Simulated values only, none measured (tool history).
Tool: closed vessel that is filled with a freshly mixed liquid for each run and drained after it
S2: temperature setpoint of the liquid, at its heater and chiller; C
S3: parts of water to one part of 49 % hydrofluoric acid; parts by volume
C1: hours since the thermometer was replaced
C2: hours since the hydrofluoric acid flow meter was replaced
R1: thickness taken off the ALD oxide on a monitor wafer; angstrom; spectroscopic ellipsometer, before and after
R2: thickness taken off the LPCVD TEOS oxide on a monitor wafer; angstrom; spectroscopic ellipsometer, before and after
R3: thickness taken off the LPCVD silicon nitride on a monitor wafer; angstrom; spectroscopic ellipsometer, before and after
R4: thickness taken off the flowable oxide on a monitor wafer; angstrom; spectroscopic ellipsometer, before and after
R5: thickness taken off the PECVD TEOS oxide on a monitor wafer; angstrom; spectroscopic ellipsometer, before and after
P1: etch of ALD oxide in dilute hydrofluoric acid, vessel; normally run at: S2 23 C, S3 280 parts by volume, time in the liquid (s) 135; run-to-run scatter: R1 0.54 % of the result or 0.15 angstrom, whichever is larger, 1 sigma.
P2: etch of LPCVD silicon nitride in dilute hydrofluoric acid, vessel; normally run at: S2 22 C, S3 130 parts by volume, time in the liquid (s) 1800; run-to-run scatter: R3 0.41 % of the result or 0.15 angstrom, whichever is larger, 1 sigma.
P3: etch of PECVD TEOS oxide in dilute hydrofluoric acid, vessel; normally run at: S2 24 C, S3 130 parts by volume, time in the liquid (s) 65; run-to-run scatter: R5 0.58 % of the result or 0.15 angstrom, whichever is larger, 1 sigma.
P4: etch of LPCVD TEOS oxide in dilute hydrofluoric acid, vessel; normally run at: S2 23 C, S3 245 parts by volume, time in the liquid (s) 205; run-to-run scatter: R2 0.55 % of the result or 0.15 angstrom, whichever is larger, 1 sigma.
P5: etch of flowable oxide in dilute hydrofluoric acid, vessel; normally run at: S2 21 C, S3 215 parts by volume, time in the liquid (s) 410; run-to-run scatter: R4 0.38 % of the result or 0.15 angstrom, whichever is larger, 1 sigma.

{"run": 1, "hour": 5.0, "process that ran": "P1", "S2": 23, "S3": 280, "time in the liquid (s)": 135, "C1": 428.7, "C2": 491.7, "R1": 45.706}
{"run": 2, "hour": 8.3, "process that ran": "P4", "S2": 23, "S3": 245, "time in the liquid (s)": 395, "C1": 432, "C2": 495, "R2": 285.38}
{"run": 3, "hour": 14.2, "process that ran": "P2", "S2": 22, "S3": 130, "time in the liquid (s)": 3355, "C1": 437.9, "C2": 500.9, "R3": 122.9}
{"run": 4, "hour": 18.7, "process that ran": "P4", "S2": 29.5, "S3": 245, "time in the liquid (s)": 205, "C1": 442.4, "C2": 505.4, "R2": 183.21}
{"run": 5, "hour": 23.7, "process that ran": "P5", "S2": 21, "S3": 80, "time in the liquid (s)": 410, "C1": 447.4, "C2": 510.4, "R4": 1234.6}
{"run": 6, "hour": 29.1, "process that ran": "P5", "S2": 21, "S3": 215, "time in the liquid (s)": 410, "C1": 452.8, "C2": 515.8, "R4": 400.6}
{"run": 7, "hour": 33.7, "process that ran": "P1", "S2": 23, "S3": 280, "time in the liquid (s)": 30, "C1": 457.4, "C2": 520.4, "R1": 10.277}
{"run": 8, "hour": 39.8, "process that ran": "P1", "S2": 23, "S3": 385, "time in the liquid (s)": 135, "C1": 463.5, "C2": 526.5, "R1": 30.318}
{"run": 9, "hour": 46.8, "process that ran": "P3", "S2": 24, "S3": 130, "time in the liquid (s)": 115, "C1": 470.5, "C2": 533.5, "R5": 126.09}
{"run": 10, "hour": 52.0, "process that ran": "P4", "S2": 23, "S3": 65, "time in the liquid (s)": 205, "C1": 475.7, "C2": 538.7, "R2": 674.74}
{"run": 11, "hour": 58.6, "process that ran": "P2", "S2": 29.5, "S3": 130, "time in the liquid (s)": 1800, "C1": 482.3, "C2": 545.3, "R3": 106.45}
{"run": 12, "hour": 64.4, "process that ran": "P5", "S2": 17, "S3": 215, "time in the liquid (s)": 410, "C1": 488.1, "C2": 551.1, "R4": 344.05}
{"run": 13, "hour": 68.4, "process that ran": "P1", "S2": 17, "S3": 80, "time in the liquid (s)": 135, "C1": 492.1, "C2": 555.1, "R1": 154.08}
{"run": 14, "hour": 73.0, "process that ran": "P1", "S2": 23, "S3": 280, "time in the liquid (s)": 235, "C1": 496.7, "C2": 559.7, "R1": 79.339}
{"run": 15, "hour": 79.7, "process that ran": "P1", "S2": 17, "S3": 280, "time in the liquid (s)": 135, "C1": 503.4, "C2": 566.4, "R1": 36.444}
{"run": 16, "hour": 85.5, "process that ran": "P5", "S2": 21, "S3": 215, "time in the liquid (s)": 215, "C1": 509.2, "C2": 572.2, "R4": 208.8}
{"run": 17, "hour": 92.0, "process that ran": "P2", "S2": 22, "S3": 185, "time in the liquid (s)": 1800, "C1": 515.7, "C2": 578.7, "R3": 46.72}
{"run": 18, "hour": 98.4, "process that ran": "P1", "S2": 23, "S3": 280, "time in the liquid (s)": 135, "C1": 522.1, "C2": 585.1, "R1": 45.637}
{"run": 19, "hour": 104.1, "process that ran": "P1", "S2": 17, "S3": 120, "time in the liquid (s)": 135, "C1": 527.8, "C2": 590.8, "R1": 98.28}
{"run": 20, "hour": 110.1, "process that ran": "P2", "S2": 22, "S3": 130, "time in the liquid (s)": 1800, "C1": 533.8, "C2": 596.8, "R3": 65.817}
{"run": 21, "hour": 114.1, "process that ran": "P1", "S2": 29, "S3": 280, "time in the liquid (s)": 135, "C1": 537.8, "C2": 600.8, "R1": 55.924}
{"run": 22, "hour": 120.6, "process that ran": "P5", "S2": 21, "S3": 215, "time in the liquid (s)": 410, "C1": 544.3, "C2": 607.3, "R4": 399.27}
{"hour": 122.5, "done": "thermometer replaced"}
{"run": 23, "hour": 125.0, "process that ran": "P1", "S2": 23, "S3": 55, "time in the liquid (s)": 135, "C1": 2.5, "C2": 611.7, "R1": 295.98}
{"run": 24, "hour": 130.2, "process that ran": "P1", "S2": 23, "S3": 280, "time in the liquid (s)": 135, "C1": 7.7, "C2": 616.9, "R1": 45.604}
{"run": 25, "hour": 137.1, "process that ran": "P3", "S2": 24, "S3": 130, "time in the liquid (s)": 65, "C1": 14.6, "C2": 623.8, "R5": 70.48}
{"run": 26, "hour": 142.5, "process that ran": "P1", "S2": 23, "S3": 280, "time in the liquid (s)": 135, "C1": 20, "C2": 629.2, "R1": 45.468}
{"run": 27, "hour": 149.4, "process that ran": "P1", "S2": 23, "S3": 115, "time in the liquid (s)": 245, "C1": 26.9, "C2": 636.1, "R1": 238.6}
{"run": 28, "hour": 152.9, "process that ran": "P4", "S2": 23, "S3": 245, "time in the liquid (s)": 205, "C1": 30.4, "C2": 639.6, "R2": 147.53}
{"run": 29, "hour": 159.8, "process that ran": "P4", "S2": 23, "S3": 245, "time in the liquid (s)": 205, "C1": 37.3, "C2": 646.5, "R2": 145.02}
{"run": 30, "hour": 163.2, "process that ran": "P3", "S2": 24, "S3": 210, "time in the liquid (s)": 65, "C1": 40.7, "C2": 649.9, "R5": 40.129}
{"run": 31, "hour": 169.3, "process that ran": "P1", "S2": 23, "S3": 280, "time in the liquid (s)": 135, "C1": 46.8, "C2": 656, "R1": 45.494}
{"run": 32, "hour": 173.5, "process that ran": "P3", "S2": 20, "S3": 130, "time in the liquid (s)": 65, "C1": 51, "C2": 660.2, "R5": 60.488}
{"run": 33, "hour": 178.9, "process that ran": "P1", "S2": 23, "S3": 280, "time in the liquid (s)": 135, "C1": 56.4, "C2": 665.6, "R1": 45.942}
{"run": 34, "hour": 185.7, "process that ran": "P1", "S2": 23, "S3": 280, "time in the liquid (s)": 135, "C1": 63.2, "C2": 672.4, "R1": 46.751}
{"run": 35, "hour": 192.3, "process that ran": "P1", "S2": 23, "S3": 280, "time in the liquid (s)": 135, "C1": 69.8, "C2": 679, "R1": 47.295}
{"run": 36, "hour": 196.4, "process that ran": "P1", "S2": 23, "S3": 280, "time in the liquid (s)": 135, "C1": 73.9, "C2": 683.1, "R1": 48.176}
{"run": 37, "hour": 199.5, "process that ran": "P1", "S2": 23, "S3": 280, "time in the liquid (s)": 135, "C1": 77, "C2": 686.2, "R1": 48.248}
{"run": 38, "hour": 204.1, "process that ran": "P1", "S2": 23, "S3": 280, "time in the liquid (s)": 135, "C1": 81.6, "C2": 690.8, "R1": 48.224}
{"run": 39, "hour": 207.2, "process that ran": "P1", "S2": 23, "S3": 280, "time in the liquid (s)": 135, "C1": 84.7, "C2": 693.9, "R1": 48.539}
{"run": 40, "hour": 211.8, "process that ran": "P1", "S2": 23, "S3": 280, "time in the liquid (s)": 135, "C1": 89.3, "C2": 698.5, "R1": 48.171}
{"run": 41, "hour": 215.9, "process that ran": "P1", "S2": 23, "S3": 280, "time in the liquid (s)": 135, "C1": 93.4, "C2": 702.6, "R1": 48.161}
{"run": 42, "hour": 219.6, "process that ran": "P1", "S2": 23, "S3": 280, "time in the liquid (s)": 135, "C1": 97.1, "C2": 706.3, "R1": 48.766}

What P1 gives has crept away from where it was. These 2 causes fit the log equally well, each at the size given:
A: liquid hotter than its thermometer reads (K) = 1.74
B: hydrofluoric acid flow above the setpoint (%) = 4.94
The creep began at about hour 178.9.

4 check runs are offered, one wafer each, their results left as question marks. Which one tells the causes apart?
{"run": "check 1", "hour": 223.3, "process that ran": "P4", "S2": 23, "S3": 245, "time in the liquid (s)": 205, "R2": "?"}
{"run": "check 2", "hour": 223.3, "process that ran": "P3", "S2": 24, "S3": 130, "time in the liquid (s)": 65, "R5": "?"}
{"run": "check 3", "hour": 223.3, "process that ran": "P2", "S2": 22, "S3": 130, "time in the liquid (s)": 1800, "R3": "?"}
{"run": "check 4", "hour": 223.3, "process that ran": "P5", "S2": 21, "S3": 215, "time in the liquid (s)": 410, "R4": "?"}

What each check would give under each cause:
check=check_1 result=R2 if_A=156.2 if_B=155.77
check=check_2 result=R5 if_A=75.738 if_B=74.876
check=check_3 result=R3 if_A=73.829 if_B=69.048
check=check_4 result=R4 if_A=425.74 if_B=422.78
How far apart the two closest causes lie, in the result that separates them most: check 1 0.27 %; check 2 1.14 %; check 3 6.69 %; check 4 0.7 %
Only check 3 tells the causes apart: in the others they would give nearly the same result.

Check 3 was then run and gave: R3 69.018 angstrom. Which cause is it?

It is B: hydrofluoric acid flow above the setpoint (%).
